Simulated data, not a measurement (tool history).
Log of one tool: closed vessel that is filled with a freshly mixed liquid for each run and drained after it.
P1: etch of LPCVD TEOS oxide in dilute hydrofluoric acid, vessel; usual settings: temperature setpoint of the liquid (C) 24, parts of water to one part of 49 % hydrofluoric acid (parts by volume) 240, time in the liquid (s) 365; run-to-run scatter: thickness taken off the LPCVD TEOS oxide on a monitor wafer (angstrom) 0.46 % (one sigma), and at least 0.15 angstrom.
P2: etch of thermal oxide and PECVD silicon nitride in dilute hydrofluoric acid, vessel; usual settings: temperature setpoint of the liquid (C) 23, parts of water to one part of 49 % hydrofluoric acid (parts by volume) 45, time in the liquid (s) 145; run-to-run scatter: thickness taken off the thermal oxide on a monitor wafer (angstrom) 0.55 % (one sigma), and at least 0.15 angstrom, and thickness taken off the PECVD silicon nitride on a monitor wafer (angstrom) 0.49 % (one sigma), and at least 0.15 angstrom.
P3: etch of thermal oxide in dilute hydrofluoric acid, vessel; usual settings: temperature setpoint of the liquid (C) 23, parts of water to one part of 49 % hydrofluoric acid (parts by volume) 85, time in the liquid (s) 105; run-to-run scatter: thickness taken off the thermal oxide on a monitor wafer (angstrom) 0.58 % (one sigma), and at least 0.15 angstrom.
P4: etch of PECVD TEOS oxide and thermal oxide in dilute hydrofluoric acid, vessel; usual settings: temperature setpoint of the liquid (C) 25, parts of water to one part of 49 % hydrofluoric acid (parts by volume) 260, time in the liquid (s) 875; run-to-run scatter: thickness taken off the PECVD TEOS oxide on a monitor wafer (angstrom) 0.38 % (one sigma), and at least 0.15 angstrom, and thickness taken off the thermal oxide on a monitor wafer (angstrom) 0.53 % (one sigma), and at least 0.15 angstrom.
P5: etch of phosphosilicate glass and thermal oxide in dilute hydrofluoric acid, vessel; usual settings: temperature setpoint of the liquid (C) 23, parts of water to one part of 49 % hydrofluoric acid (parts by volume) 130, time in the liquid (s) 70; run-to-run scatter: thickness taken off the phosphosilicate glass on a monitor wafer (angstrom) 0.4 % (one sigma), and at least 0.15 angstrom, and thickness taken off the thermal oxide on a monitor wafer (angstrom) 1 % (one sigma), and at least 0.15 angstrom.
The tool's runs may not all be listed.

run,hour,process that ran,temperature setpoint of the liquid (C),parts of water to one part of 49 % hydrofluoric acid (parts by volume),time in the liquid (s),thickness taken off the LPCVD TEOS oxide on a monitor wafer (angstrom),thickness taken off the phosphosilicate glass on a monitor wafer (angstrom),thickness taken off the thermal oxide on a monitor wafer (angstrom),thickness taken off the PECVD silicon nitride on a monitor wafer (angstrom),thickness taken off the PECVD TEOS oxide on a monitor wafer (angstrom)
1,6.4,P1,24,240,365,347.42,,,,
2,16.3,P1,18,240,365,276.94,,,,
3,26.7,P5,23,130,70,,305,23.672,,
4,38.7,P2,23,75,145,,,88.97,104.01,
5,50.5,P3,23,85,105,,,55.655,,
6,59.5,P4,17.5,260,875,,,108.14,,240.61
7,71.2,P1,24,240,365,349.04,,,,
8,83.7,P1,24,240,365,348.7,,,,
9,94.2,P4,25,260,1745,,,283.25,,632.12
10,106.5,P2,23,45,145,,,153.83,171.91,
11,116,P1,24,240,365,346.71,,,,
12,129.1,P5,23,130,35,,150.87,11.34,,
13,139.7,P1,31.5,340,365,285,,,,
14,151,P1,24,240,365,344.88,,,,
15,161.5,P2,18.5,45,145,,,128.21,126.59,
16,170.1,P3,18,85,105,,,44.885,,
17,180.8,P1,17.5,240,545,409.75,,,,
18,187.5,P4,25,260,875,,,143.24,,316.81
19,194.5,P1,24,405,365,175.01,,,,
20,205.2,P1,24,240,155,147.8,,,,
21,216.9,P2,23,45,265,,,280.88,311.48,
22,227.7,P1,29,240,365,413.42,,,,
23,237.7,P5,23,130,70,,301.62,23.832,,
24,246.7,P4,25,475,875,,,63.652,,142.52
25,254.1,P1,24,70,365,1444,,,,
26,263.3,P1,24,240,365,349.43,,,,
27,270.5,P3,23,145,105,,,30.664,,
28,276.4,P1,24,240,540,517.78,,,,
29,283.4,P2,23,45,145,,,154.33,171.27,
30,289.7,P5,23,230,70,,153.99,11.704,,
31,295.6,P1,24,240,365,346.48,,,,
32,303.3,P5,28.5,130,70,,375.21,28.433,,
33,315.3,P3,23,85,200,,,106.14,,
34,328.3,P1,24,240,365,348.09,,,,
35,339.1,P1,24,240,365,354.97,,,,
36,351.1,P1,24,240,365,363.23,,,,
37,363,P1,24,240,365,359.79,,,,
38,372.9,P1,24,240,365,365.77,,,,
39,380.4,P1,24,240,365,367.05,,,,
40,387.5,P1,24,240,365,367.21,,,,
41,400.6,P1,24,240,365,368.01,,,,
42,407.9,P1,24,240,365,369.8,,,,
43,414,P1,24,240,365,366.27,,,,

What P1 gives has crept away from where it was. These 2 causes fit the log equally well, each at the size given:
A: hydrofluoric acid flow above the setpoint (%) = 4.77
B: liquid hotter than its thermometer reads (K) = 1.63
The creep began at about hour 328.3.

4 check runs are offered, one wafer each, their results left as question marks. Which one tells the causes apart?
check 1,420.1,P5,23,130,70,,?,?,,
check 2,420.1,P4,25,260,875,,,?,,?
check 3,420.1,P2,23,45,145,,,?,?,
check 4,420.1,P3,23,85,105,,,?,,

What each check would give under each cause:
check,result,if A,if B
check 1,thickness taken off the phosphosilicate glass on a monitor wafer (angstrom),320.62,323.8
check 1,thickness taken off the thermal oxide on a monitor wafer (angstrom),24.673,24.918
check 2,thickness taken off the thermal oxide on a monitor wafer (angstrom),151.01,150.68
check 2,thickness taken off the PECVD TEOS oxide on a monitor wafer (angstrom),336.47,335.74
check 3,thickness taken off the thermal oxide on a monitor wafer (angstrom),161.99,164.96
check 3,thickness taken off the PECVD silicon nitride on a monitor wafer (angstrom),179.19,191.21
check 4,thickness taken off the thermal oxide on a monitor wafer (angstrom),58.75,59.581
How far apart the two closest causes lie, in the result that separates them most: check 1 0.99 %; check 2 0.22 %; check 3 6.49 %; check 4 1.4 %
Check 3 tells the causes apart: in the others they would give nearly the same result.

Then check 3 was run and gave: thickness taken off the thermal oxide on a monitor wafer (angstrom) 164.6; thickness taken off the PECVD silicon nitride on a monitor wafer (angstrom) 190.07. Which cause is it?

It is B: liquid hotter than its thermometer reads (K).
